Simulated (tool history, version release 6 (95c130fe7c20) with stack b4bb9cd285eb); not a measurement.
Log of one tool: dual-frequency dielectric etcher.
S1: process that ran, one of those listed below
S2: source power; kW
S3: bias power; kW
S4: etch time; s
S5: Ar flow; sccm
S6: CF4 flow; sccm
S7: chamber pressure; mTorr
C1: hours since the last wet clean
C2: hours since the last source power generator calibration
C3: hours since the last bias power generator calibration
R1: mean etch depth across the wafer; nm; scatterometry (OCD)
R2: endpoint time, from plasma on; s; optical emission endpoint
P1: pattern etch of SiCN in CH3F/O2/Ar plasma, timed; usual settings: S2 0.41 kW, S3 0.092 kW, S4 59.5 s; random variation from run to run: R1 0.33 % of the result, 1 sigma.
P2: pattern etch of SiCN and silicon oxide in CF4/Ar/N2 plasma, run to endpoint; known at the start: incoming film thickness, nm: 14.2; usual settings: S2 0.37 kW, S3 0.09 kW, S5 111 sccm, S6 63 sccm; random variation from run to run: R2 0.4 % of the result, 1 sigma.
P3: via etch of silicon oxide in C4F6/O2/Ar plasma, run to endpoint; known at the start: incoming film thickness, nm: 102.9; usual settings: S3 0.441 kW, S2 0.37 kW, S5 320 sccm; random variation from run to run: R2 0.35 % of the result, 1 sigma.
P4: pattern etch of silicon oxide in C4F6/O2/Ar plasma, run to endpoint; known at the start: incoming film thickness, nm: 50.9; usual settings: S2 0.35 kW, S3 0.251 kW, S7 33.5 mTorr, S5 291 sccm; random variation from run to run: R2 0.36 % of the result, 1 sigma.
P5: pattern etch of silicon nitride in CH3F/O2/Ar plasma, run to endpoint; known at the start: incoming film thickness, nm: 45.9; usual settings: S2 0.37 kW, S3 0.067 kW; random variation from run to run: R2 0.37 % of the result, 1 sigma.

run	hour	S1	S2	S3	S4	S5	S6	S7	C1	C2	C3	R1	R2
1	6.2	P1	0.41	0.092	59.5				379.2	523.5	1831.8	25.025	
2	12.5	P1	0.41	0.092	59.5				385.5	529.8	1838.1	24.892	
3	18.8	P1	0.41	0.055	36				391.8	536.1	1844.4	12.575	
4	25.3	P2	0.37	0.09		111	63		398.3	542.6	1850.9		18.889
5	30.4	P3	0.37	0.441		320			403.4	547.7	1856		23.876
6	39.2	P5	0.37	0.088					412.2	556.5	1864.8		64.349
7	44.6	P4	0.35	0.251		357		33.5	417.6	561.9	1870.2		15.73
8	49	P4	0.35	0.251		291		33.5	422	566.3	1874.6		15.315
9	54.4	P1	0.41	0.058	59.5				427.4	571.7	1880	21.133	
10	61.2	P1	0.41	0.092	59.5				434.2	578.5	1886.8	24.787	
11	66.2	P3	0.3	0.441		320			439.2	583.5	1891.8		25.742
12	73.3	P1	0.5	0.092	59.5				446.3	590.6	1898.9	26.694	
13	78.9	P5	0.3	0.067					451.9	596.2	1904.5		77.158
14	87.2	P5	0.37	0.067					460.2	604.5	1912.8		70.893
15	92.7	P3	0.37	0.295		320			465.7	610	1918.3		27.638
16	100.8	P4	0.44	0.251		291		33.5	473.8	618.1	1926.4		14.123
17	104.9	P2	0.37	0.09		88	63		477.9	622.2	1930.5		18.338
18	111	P1	0.41	0.118	59.5				484	628.3	1936.6	27.374	
19	118.1	P2	0.37	0.09		111	45		491.1	635.4	1943.7		19.728
20	122.8	P2	0.37	0.09		111	63		495.8	640.1	1948.4		18.769
21	130.9	P4	0.35	0.251		291		33.5	503.9	648.2	1956.5		15.333
22	137.2	P3	0.37	0.441		186			510.2	654.5	1962.8		22.48
23	143.7	P4	0.35	0.319		291		33.5	516.7	661	1969.3		14.149
24	151.6	P4	0.35	0.251		291		26	524.6	668.9	1977.2		14.956
25	155.5	P2	0.48	0.09		111	63		528.5	672.8	1981.1		14.992
26	162.5	P1	0.41	0.092	59.5				535.5	679.8	1988.1	24.717	
27	167.8	P1	0.41	0.092	59.5				540.8	685.1	1993.4	24.89	
28	172.8	P5	0.37	0.067					545.8	690.1	1998.4		70.872
29	177.5	P1	0.41	0.092	74				550.5	694.8	2003.1	31.035	
30	185.7	P1	0.27	0.092	59.5				558.7	703	2011.3	21.243	
31	191.1	P1	0.41	0.092	59.5				564.1	708.4	2016.7	24.89	
32	197.7	P2	0.37	0.071		111	63		570.7	715	2023.3		20.599
33	205.6	P1	0.41	0.092	33.5				578.6	722.9	2031.2	14.057	
34	209.7	P1	0.41	0.092	59.5				582.7	727	2035.3	24.869	
35	214.9	P1	0.41	0.092	59.5				587.9	732.2	2040.5	24.797	
36	218.9	P1	0.41	0.092	59.5				591.9	736.2	2044.5	24.635	
37	222.9	P1	0.41	0.092	59.5				595.9	740.2	2048.5	24.652	
# hour 227.8: wet clean of the chamber
38	229.4	P1	0.41	0.092	59.5				1.6	746.7	2055	24.522	
39	235.3	P1	0.41	0.092	59.5				7.5	752.6	2060.9	24.654	
40	241.1	P1	0.41	0.092	59.5				13.3	758.4	2066.7	24.489	
41	245.8	P1	0.41	0.092	59.5				18	763.1	2071.4	24.46	

What P1 gives has crept away from where it was. These 2 causes fit the log equally well, each at the size given:
A: source power that arrives under what is set, % = 4.39
B: bias power that arrives under what is set, % = 4.4
The creep began at about hour 209.7.
Why every other cause is out:
chamber walls in a state that lowers the etch rate, %: serviced at hour 227.8, which brought nothing back

4 check runs are offered, each on 2 wafers whose results are averaged, their results left as question marks. Which one tells the causes apart?
check 1	250.5	P3	0.37	0.307		242							?
check 2	250.5	P4	0.35	0.313		342		33.5					?
check 3	250.5	P5	0.37	0.087									?
check 4	250.5	P2	0.37	0.09		92	48						?

What each check would give under each cause:
check	result	if A	if B
check 1	R2	26.908	26.872
check 2	R2	14.749	14.734
check 3	R2	65.84	65.792
check 4	R2	19.832	19.393
How far apart the two closest causes lie, in the result that separates them most: check 1 0.13 %; check 2 0.1 %; check 3 0.07 %; check 4 2.24 %
Only check 4 tells the causes apart: in the others they would give nearly the same result.

Check 4 was then run and gave: R2 19.875 s. Which cause is it?

It is A: source power that arrives under what is set, %.

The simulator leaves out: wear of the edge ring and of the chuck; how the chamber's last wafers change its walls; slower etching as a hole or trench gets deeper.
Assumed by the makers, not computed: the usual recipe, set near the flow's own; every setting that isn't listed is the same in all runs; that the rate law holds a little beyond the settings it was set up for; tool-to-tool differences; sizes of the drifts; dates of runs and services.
